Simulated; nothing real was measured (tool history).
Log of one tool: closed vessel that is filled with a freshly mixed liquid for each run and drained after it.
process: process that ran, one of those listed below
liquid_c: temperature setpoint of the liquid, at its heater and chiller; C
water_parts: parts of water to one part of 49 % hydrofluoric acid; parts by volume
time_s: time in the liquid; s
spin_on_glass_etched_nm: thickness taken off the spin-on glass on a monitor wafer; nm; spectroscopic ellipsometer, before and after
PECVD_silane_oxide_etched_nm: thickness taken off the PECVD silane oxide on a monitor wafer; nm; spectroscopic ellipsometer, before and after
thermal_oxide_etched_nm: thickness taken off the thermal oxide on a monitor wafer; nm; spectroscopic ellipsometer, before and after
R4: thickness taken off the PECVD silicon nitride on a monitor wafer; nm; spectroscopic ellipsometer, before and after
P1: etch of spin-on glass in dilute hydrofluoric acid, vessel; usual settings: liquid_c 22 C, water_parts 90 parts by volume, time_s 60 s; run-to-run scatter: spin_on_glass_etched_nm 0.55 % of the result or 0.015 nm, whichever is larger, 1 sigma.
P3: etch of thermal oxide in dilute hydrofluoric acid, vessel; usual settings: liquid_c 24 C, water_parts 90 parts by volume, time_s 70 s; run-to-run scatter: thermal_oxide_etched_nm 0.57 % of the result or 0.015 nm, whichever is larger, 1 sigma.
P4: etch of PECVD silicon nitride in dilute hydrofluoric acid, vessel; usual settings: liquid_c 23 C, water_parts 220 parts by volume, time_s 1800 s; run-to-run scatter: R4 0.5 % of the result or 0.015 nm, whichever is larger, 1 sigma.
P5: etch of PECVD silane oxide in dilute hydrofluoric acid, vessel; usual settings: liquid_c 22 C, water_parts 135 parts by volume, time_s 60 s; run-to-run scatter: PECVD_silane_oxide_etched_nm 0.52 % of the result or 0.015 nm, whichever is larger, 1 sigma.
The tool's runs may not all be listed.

Run 1, hour 8.9: process P1, liquid_c 22 C, water_parts 90 parts by volume, time_s 60 s. Result: spin_on_glass_etched_nm 34.883 nm.
Run 2, hour 22.9: process P1, liquid_c 22 C, water_parts 90 parts by volume, time_s 115 s. Result: spin_on_glass_etched_nm 66.306 nm.
Run 3, hour 35.5: process P5, liquid_c 22 C, water_parts 250 parts by volume, time_s 60 s. Result: PECVD_silane_oxide_etched_nm 5.0472 nm.
Run 4, hour 47.6: process P1, liquid_c 22 C, water_parts 90 parts by volume, time_s 60 s. Result: spin_on_glass_etched_nm 34.728 nm.
Run 5, hour 61.5: process P1, liquid_c 28 C, water_parts 45 parts by volume, time_s 60 s. Result: spin_on_glass_etched_nm 93.981 nm.
Run 6, hour 70.4: process P3, liquid_c 24 C, water_parts 90 parts by volume, time_s 70 s. Result: thermal_oxide_etched_nm 4.1801 nm.
Run 7, hour 77.7: process P4, liquid_c 23 C, water_parts 220 parts by volume, time_s 1800 s. Result: R4 23.058 nm.
Run 8, hour 93.4: process P4, liquid_c 17 C, water_parts 220 parts by volume, time_s 1800 s. Result: R4 15.703 nm.
Run 9, hour 105: process P1, liquid_c 22 C, water_parts 90 parts by volume, time_s 60 s. Result: spin_on_glass_etched_nm 34.765 nm.
Run 10, hour 112.5: process P1, liquid_c 22 C, water_parts 130 parts by volume, time_s 60 s. Result: spin_on_glass_etched_nm 22.857 nm.
Run 11, hour 125.8: process P5, liquid_c 22 C, water_parts 135 parts by volume, time_s 105 s. Result: PECVD_silane_oxide_etched_nm 18.116 nm.
Run 12, hour 141.2: process P1, liquid_c 17 C, water_parts 90 parts by volume, time_s 85 s. Result: spin_on_glass_etched_nm 39.972 nm.
Run 13, hour 148.1: process P1, liquid_c 29.5 C, water_parts 90 parts by volume, time_s 60 s. Result: spin_on_glass_etched_nm 46.904 nm.
Run 14, hour 160.1: process P3, liquid_c 30.5 C, water_parts 90 parts by volume, time_s 70 s. Result: thermal_oxide_etched_nm 5.3742 nm.
Run 15, hour 175.5: process P1, liquid_c 22 C, water_parts 20 parts by volume, time_s 60 s. Result: spin_on_glass_etched_nm 170.87 nm.
Run 16, hour 188.3: process P5, liquid_c 29.5 C, water_parts 135 parts by volume, time_s 60 s. Result: PECVD_silane_oxide_etched_nm 13.935 nm.
Run 17, hour 202.9: process P4, liquid_c 23 C, water_parts 330 parts by volume, time_s 1800 s. Result: R4 15.527 nm.
Run 18, hour 213.4: process P1, liquid_c 22 C, water_parts 90 parts by volume, time_s 60 s. Result: spin_on_glass_etched_nm 34.611 nm.
Run 19, hour 226.5: process P3, liquid_c 24 C, water_parts 125 parts by volume, time_s 70 s. Result: thermal_oxide_etched_nm 2.8863 nm.
Run 20, hour 241.3: process P4, liquid_c 23 C, water_parts 220 parts by volume, time_s 1800 s. Result: R4 22.998 nm.
Run 21, hour 253: process P4, liquid_c 23 C, water_parts 220 parts by volume, time_s 935 s. Result: R4 12.001 nm.

Run 22 comes next. What will it give?
Run 22, hour 263.7: process P5, liquid_c 22 C, water_parts 135 parts by volume, time_s 60 s. Result: PECVD_silane_oxide_etched_nm ?.

Run 22 gave PECVD_silane_oxide_etched_nm 10.488 nm.
